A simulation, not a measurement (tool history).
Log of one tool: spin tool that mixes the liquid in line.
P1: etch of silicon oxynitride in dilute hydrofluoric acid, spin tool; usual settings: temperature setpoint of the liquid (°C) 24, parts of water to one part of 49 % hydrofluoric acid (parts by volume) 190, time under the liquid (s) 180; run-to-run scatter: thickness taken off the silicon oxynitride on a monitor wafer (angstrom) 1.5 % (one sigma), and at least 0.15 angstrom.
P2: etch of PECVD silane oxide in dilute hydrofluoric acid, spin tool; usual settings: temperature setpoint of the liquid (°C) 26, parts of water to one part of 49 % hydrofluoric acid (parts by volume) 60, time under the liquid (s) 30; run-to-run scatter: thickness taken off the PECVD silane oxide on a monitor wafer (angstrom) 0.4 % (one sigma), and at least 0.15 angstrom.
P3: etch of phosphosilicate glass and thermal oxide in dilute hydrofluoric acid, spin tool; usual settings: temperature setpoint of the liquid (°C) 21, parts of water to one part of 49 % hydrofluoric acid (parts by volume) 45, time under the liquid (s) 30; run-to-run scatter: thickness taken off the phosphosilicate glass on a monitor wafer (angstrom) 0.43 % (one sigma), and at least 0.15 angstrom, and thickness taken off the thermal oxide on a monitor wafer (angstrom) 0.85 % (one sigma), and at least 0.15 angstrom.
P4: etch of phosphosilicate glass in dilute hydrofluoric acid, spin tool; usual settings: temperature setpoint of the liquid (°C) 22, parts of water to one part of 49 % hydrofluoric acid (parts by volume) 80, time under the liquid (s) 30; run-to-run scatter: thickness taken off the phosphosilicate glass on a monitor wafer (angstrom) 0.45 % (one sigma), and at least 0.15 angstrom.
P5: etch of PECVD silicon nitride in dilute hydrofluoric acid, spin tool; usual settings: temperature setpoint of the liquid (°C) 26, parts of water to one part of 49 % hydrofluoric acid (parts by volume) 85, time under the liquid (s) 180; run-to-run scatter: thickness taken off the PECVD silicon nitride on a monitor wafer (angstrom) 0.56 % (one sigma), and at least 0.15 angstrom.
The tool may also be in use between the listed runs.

run,day,process that ran,temperature setpoint of the liquid (°C),parts of water to one part of 49 % hydrofluoric acid (parts by volume),time under the liquid (s),thickness taken off the silicon oxynitride on a monitor wafer (angstrom),thickness taken off the PECVD silane oxide on a monitor wafer (angstrom),thickness taken off the PECVD silicon nitride on a monitor wafer (angstrom),thickness taken off the phosphosilicate glass on a monitor wafer (angstrom),thickness taken off the thermal oxide on a monitor wafer (angstrom)
1,0.233,P1,24,190,180,17.441,,,,
2,0.504,P1,32,115,180,43.108,,,,
3,0.808,P2,26,60,30,,186.5,,,
4,1.029,P5,26,85,180,,,60.354,,
5,1.25,P4,22,40,30,,,,1015.2,
6,1.467,P5,26,115,180,,,44.877,,
7,1.696,P1,24,340,90,4.2913,,,,
8,1.962,P1,24,190,180,17.318,,,,
9,2.117,P1,24,120,180,28.655,,,,
10,2.462,P4,22,80,30,,,,480.23,
11,2.704,P1,24,190,70,6.7801,,,,
12,2.962,P2,26,85,30,,127.65,,,
13,3.142,P5,26,85,180,,,59.637,,
14,3.4,P5,26,85,330,,,110.44,,
15,3.708,P1,24,190,295,29.019,,,,
16,3.95,P2,26,60,15,,93.745,,,
17,4.1,P4,22,80,30,,,,477.47,
18,4.396,P5,31,85,180,,,81.645,,
19,4.612,P1,24,275,180,11.026,,,,
20,4.771,P3,21,45,30,,,,553.28,28.897
21,5.071,P2,20,60,30,,145.71,,,
22,5.379,P1,17,190,180,12.797,,,,
23,5.604,P4,22,80,55,,,,881.59,
24,5.812,P3,21,20,30,,,,1288.1,67.095
25,6.121,P3,21,45,15,,,,273.75,14.349
26,6.354,P1,24,290,15,1.177,,,,
27,6.567,P1,24,190,180,17.545,,,,
28,6.783,P1,32,190,180,23.568,,,,
29,6.933,P1,24,190,180,17.358,,,,
30,7.142,P2,26,60,30,,186.77,,,

Run 31 comes next. What will it give?
31,7.292,P4,28.5,80,30,,,,?,

thickness taken off the phosphosilicate glass on a monitor wafer (angstrom): 622.17
